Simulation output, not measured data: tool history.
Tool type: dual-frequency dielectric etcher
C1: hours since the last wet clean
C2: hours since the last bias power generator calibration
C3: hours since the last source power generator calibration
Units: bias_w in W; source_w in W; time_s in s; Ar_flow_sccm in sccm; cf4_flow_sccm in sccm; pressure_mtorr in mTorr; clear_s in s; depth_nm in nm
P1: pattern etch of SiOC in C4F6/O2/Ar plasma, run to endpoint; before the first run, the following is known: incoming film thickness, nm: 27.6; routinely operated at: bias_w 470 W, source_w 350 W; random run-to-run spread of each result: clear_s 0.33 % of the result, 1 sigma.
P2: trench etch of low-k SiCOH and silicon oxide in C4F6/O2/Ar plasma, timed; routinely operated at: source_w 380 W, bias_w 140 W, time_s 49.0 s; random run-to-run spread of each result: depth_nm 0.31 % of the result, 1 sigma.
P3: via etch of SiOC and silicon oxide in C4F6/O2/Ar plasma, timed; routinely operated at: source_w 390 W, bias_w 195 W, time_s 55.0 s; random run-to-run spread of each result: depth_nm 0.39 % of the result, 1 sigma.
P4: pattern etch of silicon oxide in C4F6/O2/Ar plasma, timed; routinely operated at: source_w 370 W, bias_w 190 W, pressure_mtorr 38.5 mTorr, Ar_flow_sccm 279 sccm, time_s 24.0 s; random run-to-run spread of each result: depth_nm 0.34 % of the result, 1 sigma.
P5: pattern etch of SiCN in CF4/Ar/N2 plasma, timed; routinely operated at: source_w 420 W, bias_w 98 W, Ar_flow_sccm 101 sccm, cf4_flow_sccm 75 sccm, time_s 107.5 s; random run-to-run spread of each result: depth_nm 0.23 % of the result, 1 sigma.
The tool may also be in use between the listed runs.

Run 1, hour 7.0: process P1, bias_w 470 W, source_w 350 W; C1 196.2; C2 819.3; C3 1647.0. Result: clear_s 10.4590 s.
Run 2, hour 18.0: process P2, bias_w 140 W, source_w 250 W, time_s 49.0 s; C1 207.2; C2 830.3; C3 1658.0. Result: depth_nm 121.870 nm.
Run 3, hour 28.4: process P1, bias_w 382 W, source_w 350 W; C1 217.6; C2 840.7; C3 1668.4. Result: clear_s 11.2290 s.
Run 4, hour 40.8: process P5, bias_w 98 W, source_w 540 W, time_s 107.5 s, Ar_flow_sccm 101 sccm, cf4_flow_sccm 75 sccm; C1 230.0; C2 853.1; C3 1680.8. Result: depth_nm 124.820 nm.
At hour 45.2: bias power generator calibrated.
Run 5, hour 54.7: process P1, bias_w 470 W, source_w 350 W; C1 243.9; C2 9.6; C3 1694.7. Result: clear_s 10.4390 s.
Run 6, hour 63.9: process P3, bias_w 195 W, source_w 510 W, time_s 55.0 s; C1 253.1; C2 18.8; C3 1703.9. Result: depth_nm 70.085 nm.
Run 7, hour 74.6: process P4, bias_w 190 W, source_w 370 W, time_s 32.5 s, Ar_flow_sccm 279 sccm, pressure_mtorr 38.5 mTorr; C1 263.8; C2 29.5; C3 1714.6. Result: depth_nm 101.490 nm.
Run 8, hour 88.2: process P3, bias_w 195 W, source_w 390 W, time_s 55.0 s; C1 277.4; C2 43.1; C3 1728.2. Result: depth_nm 62.821 nm.
Run 9, hour 94.8: process P1, bias_w 623 W, source_w 230 W; C1 284.0; C2 49.7; C3 1734.8. Result: clear_s 10.9070 s.
Run 10, hour 107.5: process P1, bias_w 470 W, source_w 260 W; C1 296.7; C2 62.4; C3 1747.5. Result: clear_s 11.6700 s.
Run 11, hour 119.6: process P1, bias_w 470 W, source_w 350 W; C1 308.8; C2 74.5; C3 1759.6. Result: clear_s 10.4020 s.
Run 12, hour 131.0: process P5, bias_w 98 W, source_w 420 W, time_s 159.0 s, Ar_flow_sccm 101 sccm, cf4_flow_sccm 75 sccm; C1 320.2; C2 85.9; C3 1771.0. Result: depth_nm 148.530 nm.
Run 13, hour 141.3: process P5, bias_w 98 W, source_w 420 W, time_s 107.5 s, Ar_flow_sccm 101 sccm, cf4_flow_sccm 58 sccm; C1 330.5; C2 96.2; C3 1781.3. Result: depth_nm 96.744 nm.
Run 14, hour 149.8: process P1, bias_w 470 W, source_w 350 W; C1 339.0; C2 104.7; C3 1789.8. Result: clear_s 10.4340 s.
Run 15, hour 157.3: process P2, bias_w 140 W, source_w 380 W, time_s 49.0 s; C1 346.5; C2 112.2; C3 1797.3. Result: depth_nm 142.850 nm.
Run 16, hour 169.2: process P3, bias_w 155 W, source_w 390 W, time_s 55.0 s; C1 358.4; C2 124.1; C3 1809.2. Result: depth_nm 58.332 nm.
At hour 172.4: source power generator calibrated.
Run 17, hour 181.5: process P1, bias_w 470 W, source_w 440 W; C1 370.7; C2 136.4; C3 9.1. Result: clear_s 9.6296 s.
Run 18, hour 195.2: process P4, bias_w 190 W, source_w 370 W, time_s 24.0 s, Ar_flow_sccm 279 sccm, pressure_mtorr 51.5 mTorr; C1 384.4; C2 150.1; C3 22.8. Result: depth_nm 72.332 nm.
Run 19, hour 205.7: process P1, bias_w 656 W, source_w 350 W; C1 394.9; C2 160.6; C3 33.3. Result: clear_s 9.1674 s.
Run 20, hour 212.4: process P4, bias_w 124 W, source_w 370 W, time_s 24.0 s, Ar_flow_sccm 279 sccm, pressure_mtorr 38.5 mTorr; C1 401.6; C2 167.3; C3 40.0. Result: depth_nm 66.053 nm.
Run 21, hour 220.3: process P1, bias_w 470 W, source_w 350 W; C1 409.5; C2 175.2; C3 47.9. Result: clear_s 10.4060 s.
Run 22, hour 233.9: process P2, bias_w 140 W, source_w 380 W, time_s 49.0 s; C1 423.1; C2 188.8; C3 61.5. Result: depth_nm 143.180 nm.
Run 23, hour 246.9: process P3, bias_w 195 W, source_w 390 W, time_s 55.0 s; C1 436.1; C2 201.8; C3 74.5. Result: depth_nm 62.727 nm.
Run 24, hour 257.0: process P1, bias_w 470 W, source_w 350 W; C1 446.2; C2 211.9; C3 84.6. Result: clear_s 10.4220 s.
Run 25, hour 270.5: process P5, bias_w 59 W, source_w 420 W, time_s 107.5 s, Ar_flow_sccm 101 sccm, cf4_flow_sccm 75 sccm; C1 459.7; C2 225.4; C3 98.1. Result: depth_nm 84.460 nm.
Run 26, hour 281.7: process P4, bias_w 190 W, source_w 370 W, time_s 24.0 s, Ar_flow_sccm 221 sccm, pressure_mtorr 38.5 mTorr; C1 470.9; C2 236.6; C3 109.3. Result: depth_nm 77.550 nm.
Run 27, hour 293.5: process P2, bias_w 178 W, source_w 380 W, time_s 49.0 s; C1 482.7; C2 248.4; C3 121.1. Result: depth_nm 153.990 nm.
Run 28, hour 305.7: process P5, bias_w 98 W, source_w 420 W, time_s 107.5 s, Ar_flow_sccm 141 sccm, cf4_flow_sccm 75 sccm; C1 494.9; C2 260.6; C3 133.3. Result: depth_nm 95.522 nm.
Run 29, hour 316.0: process P2, bias_w 140 W, source_w 380 W, time_s 35.0 s; C1 505.2; C2 270.9; C3 143.6. Result: depth_nm 102.320 nm.
At hour 322.7: wet clean of the chamber.
Run 30, hour 330.1: process P4, bias_w 190 W, source_w 480 W, time_s 24.0 s, Ar_flow_sccm 279 sccm, pressure_mtorr 38.5 mTorr; C1 7.4; C2 285.0; C3 157.7. Result: depth_nm 83.349 nm.
Run 31, hour 340.4: process P5, bias_w 98 W, source_w 420 W, time_s 107.5 s, Ar_flow_sccm 101 sccm, cf4_flow_sccm 75 sccm; C1 17.7; C2 295.3; C3 168.0. Result: depth_nm 100.350 nm.
Run 32, hour 348.2: process P4, bias_w 190 W, source_w 370 W, time_s 24.0 s, Ar_flow_sccm 279 sccm, pressure_mtorr 38.5 mTorr; C1 25.5; C2 303.1; C3 175.8. Result: depth_nm 75.289 nm.
Run 33, hour 360.2: process P3, bias_w 195 W, source_w 390 W, time_s 67.5 s; C1 37.5; C2 315.1; C3 187.8. Result: depth_nm 77.009 nm.
Run 34, hour 366.6: process P4, bias_w 190 W, source_w 370 W, time_s 24.0 s, Ar_flow_sccm 279 sccm, pressure_mtorr 38.5 mTorr; C1 43.9; C2 321.5; C3 194.2. Result: depth_nm 74.801 nm.
Run 35, hour 373.8: process P1, bias_w 595 W, source_w 250 W; C1 51.1; C2 328.7; C3 201.4. Result: clear_s 10.7660 s.
Run 36, hour 385.2: process P1, bias_w 609 W, source_w 410 W; C1 62.5; C2 340.1; C3 212.8. Result: clear_s 8.9290 s.
Run 37, hour 393.6: process P1, bias_w 470 W, source_w 350 W; C1 70.9; C2 348.5; C3 221.2. Result: clear_s 10.4140 s.
Run 38, hour 401.2: process P1, bias_w 470 W, source_w 350 W; C1 78.5; C2 356.1; C3 228.8. Result: clear_s 10.4620 s.
Run 39, hour 413.2: process P1, bias_w 470 W, source_w 350 W; C1 90.5; C2 368.1; C3 240.8. Result: clear_s 10.4580 s.
Run 40, hour 419.6: process P1, bias_w 470 W, source_w 350 W; C1 96.9; C2 374.5; C3 247.2. Result: clear_s 10.5240 s.
Run 41, hour 426.9: process P1, bias_w 470 W, source_w 350 W; C1 104.2; C2 381.8; C3 254.5. Result: clear_s 10.5950 s.
At hour 434.5: wet clean of the chamber.
Run 42, hour 436.2: process P1, bias_w 470 W, source_w 350 W; C1 1.8; C2 391.1; C3 263.8. Result: clear_s 10.5920 s.
Run 43, hour 445.2: process P1, bias_w 470 W, source_w 350 W; C1 10.8; C2 400.1; C3 272.8. Result: clear_s 10.6170 s.
Run 44, hour 458.9: process P1, bias_w 470 W, source_w 350 W; C1 24.5; C2 413.8; C3 286.5. Result: clear_s 10.6080 s.
Run 45, hour 466.4: process P1, bias_w 470 W, source_w 350 W; C1 32.0; C2 421.3; C3 294.0. Result: clear_s 10.6440 s.
Run 46, hour 478.7: process P1, bias_w 470 W, source_w 350 W; C1 44.3; C2 433.6; C3 306.3. Result: clear_s 10.5950 s.
Run 47, hour 492.0: process P1, bias_w 470 W, source_w 350 W; C1 57.6; C2 446.9; C3 319.6. Result: clear_s 10.6770 s.

What P1 gives has crept off from where it sat before. The 2 causes that follow fit the log equally well, each at the size noted:
A: source power that arrives under what is set, % = 4.42
B: bias power that arrives under what is set, % = 4.4
Creep in the process output first set in at about hour 401.2.
Why every other cause is out:
chamber walls in a state that lowers the etch rate, %: serviced at hour 434.5, which brought nothing back

Of the 4 check runs listed below, each run on one wafer and each result written as a question mark, which would let you distinguish the listed causes because they would give clearly different results?
Run check 1, hour 505.3: process P4, bias_w 190 W, source_w 370 W, time_s 24.0 s, Ar_flow_sccm 279 sccm, pressure_mtorr 38.5 mTorr. Result: depth_nm ?.
Run check 2, hour 505.3: process P3, bias_w 195 W, source_w 390 W, time_s 55.0 s. Result: depth_nm ?.
Run check 3, hour 505.3: process P5, bias_w 98 W, source_w 420 W, time_s 107.5 s, Ar_flow_sccm 101 sccm, cf4_flow_sccm 75 sccm. Result: depth_nm ?.
Run check 4, hour 505.3: process P2, bias_w 140 W, source_w 380 W, time_s 49.0 s. Result: depth_nm ?.

Check results expected under each cause:
  check    result     if A     if B
check 1  depth_nm   73.742   73.972
check 2  depth_nm   61.625   61.793
check 3  depth_nm   96.417   98.660
check 4  depth_nm  140.640  141.260
Separation of the two closest causes in each check, using whichever result separates them best: check 1 0.31 %; check 2 0.27 %; check 3 2.3 %; check 4 0.45 %
Only check 3 tells the causes apart: in the others they would give nearly the same result.

Then check 3 was run and gave: depth_nm 98.634 nm. Which cause is it?

The cause is B: bias power that arrives under what is set, %.
